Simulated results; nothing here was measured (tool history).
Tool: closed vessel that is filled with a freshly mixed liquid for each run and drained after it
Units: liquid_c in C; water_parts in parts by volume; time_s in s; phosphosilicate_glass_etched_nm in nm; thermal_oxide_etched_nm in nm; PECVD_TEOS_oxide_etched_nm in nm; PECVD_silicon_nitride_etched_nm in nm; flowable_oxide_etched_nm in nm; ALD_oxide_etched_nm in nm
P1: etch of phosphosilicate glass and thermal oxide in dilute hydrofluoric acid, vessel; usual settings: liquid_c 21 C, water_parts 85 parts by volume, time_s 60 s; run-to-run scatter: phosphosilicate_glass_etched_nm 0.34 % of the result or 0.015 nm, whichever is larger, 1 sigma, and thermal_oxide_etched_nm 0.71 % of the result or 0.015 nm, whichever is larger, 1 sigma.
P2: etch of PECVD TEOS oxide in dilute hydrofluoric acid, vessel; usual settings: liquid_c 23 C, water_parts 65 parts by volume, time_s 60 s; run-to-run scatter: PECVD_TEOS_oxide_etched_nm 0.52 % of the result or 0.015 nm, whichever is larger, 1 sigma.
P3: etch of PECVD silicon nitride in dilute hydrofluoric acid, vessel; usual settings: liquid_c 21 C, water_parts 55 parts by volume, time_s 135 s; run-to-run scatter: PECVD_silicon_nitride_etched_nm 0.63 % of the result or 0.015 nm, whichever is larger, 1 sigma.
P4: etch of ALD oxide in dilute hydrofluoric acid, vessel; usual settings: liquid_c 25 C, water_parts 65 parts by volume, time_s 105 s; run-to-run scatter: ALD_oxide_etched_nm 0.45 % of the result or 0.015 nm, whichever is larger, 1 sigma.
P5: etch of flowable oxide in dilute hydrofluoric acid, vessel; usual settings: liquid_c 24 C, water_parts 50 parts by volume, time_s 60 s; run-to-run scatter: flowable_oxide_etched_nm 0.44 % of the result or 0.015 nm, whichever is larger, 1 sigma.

run   hour  process  liquid_c  water_parts  time_s  phosphosilicate_glass_etched_nm  thermal_oxide_etched_nm  PECVD_TEOS_oxide_etched_nm  PECVD_silicon_nitride_etched_nm  flowable_oxide_etched_nm  ALD_oxide_etched_nm
  1      5       P1        21           85      60                           43.928                   3.1573
  2   12.1       P2        23           65      90                                                                                30.607
  3   18.4       P3        21           55     135                                                                                                                 4.3728
  4   25.5       P1        25           25      60                           190.79                   13.836
  5   31.2       P1        21           85      60                           43.884                   3.1969
  6   37.4       P1        21           85      60                           44.319                   3.2013
  7   44.5       P1        21           85      60                           44.062                    3.167
  8   51.9       P5        24           50      90                                                                                                                                           48.001
  9   57.6       P1        21           85      60                           44.182                    3.235
 10   65.2       P1      26.5           85      90                            81.99                   5.9213
 11   68.7       P2        23           20      60                                                                                70.241
 12   73.4       P1        21          125      60                           28.381                   2.1342
 13   79.4       P3        25           55     135                                                                                                                 5.6965
 14     85       P2        23           65      60                                                                                20.349
 15   91.9       P4        25           65      50                                                                                                                                                                12.696
 16   97.6       P4        18           65     105                                                                                                                                                                19.851
 17  103.1       P5        24           50      60                                                                                                                                           31.737
 18  110.7       P1        21           20      60                           201.57                   14.738
 19  115.8       P1        17           85      60                           37.562                   2.7256
 20  120.6       P2        23           65      60                                                                                 20.35
 21  124.6       P5        24           50      60                                                                                                                                           31.559
 22  128.2       P1        21           85      30                           22.096                   1.6032
 23  132.3       P1        21           85     100                           73.157                   5.3093
 24  138.2       P4        25           30     105                                                                                                                                                                60.525
 25  141.8       P3        21           80     135                                                                                                                 3.0202
 26  147.8       P1        27           85      60                           56.095                   4.0106
 27  155.5       P5        32           50      60                                                                                                                                           43.844
 28    161       P5        24           20      60                                                                                                                                           83.029
 29  164.8       P3        21           55     135                                                                                                                 4.4058
 30  172.5       P4        25           65     105                                                                                                                                                                26.721
 31  179.1       P2        27           65      60                                                                                23.735
 32  184.4       P3        21           55     240                                                                                                                 7.7861
 33  191.6       P1        21           85      60                           43.851                   3.2247
 34  195.2       P1        21           85      60                           42.549                   3.0995
 35  202.7       P1        21           85      60                           41.068                   2.9391
 36  208.3       P1        21           85      60                           40.616                   2.9382
 37  214.2       P1        21           85      60                           39.964                   2.9196
 38  217.8       P1        21           85      60                           39.967                   2.8823
 39    222       P1        21           85      60                           39.703                   2.8811
 40  229.1       P1        21           85      60                           39.834                   2.8734

What P1 gives has crept away from where it was. These 2 causes fit the log equally well, each at the size given:
A: hydrofluoric acid flow below the setpoint (%) = 8.73
B: liquid colder than its thermometer reads (K) = 2.43
The creep began at about hour 191.6.

4 check runs are offered, one wafer each, their results left as question marks. Which one tells the causes apart?
check 1  236.2       P5        24           50      60                                                                                                                                                ?
check 2  236.2       P3        21           55     135                                                                                                                      ?
check 3  236.2       P4        25           65     105                                                                                                                                                                     ?
check 4  236.2       P2        23           65      60                                                                                     ?

What each check would give under each cause:
  check                           result    if A    if B
check 1         flowable_oxide_etched_nm  28.967  28.871
check 2  PECVD_silicon_nitride_etched_nm  4.0091  3.7022
check 3              ALD_oxide_etched_nm  24.183  24.198
check 4       PECVD_TEOS_oxide_etched_nm  18.353  18.327
How far apart the two closest causes lie, in the result that separates them most: check 1 0.33 %; check 2 7.96 %; check 3 0.06 %; check 4 0.14 %
Check 2 tells the causes apart: in the others they would give nearly the same result.

Check 2 was then run and gave: PECVD_silicon_nitride_etched_nm 4.0024 nm. Which cause is it?

It is A: hydrofluoric acid flow below the setpoint (%).
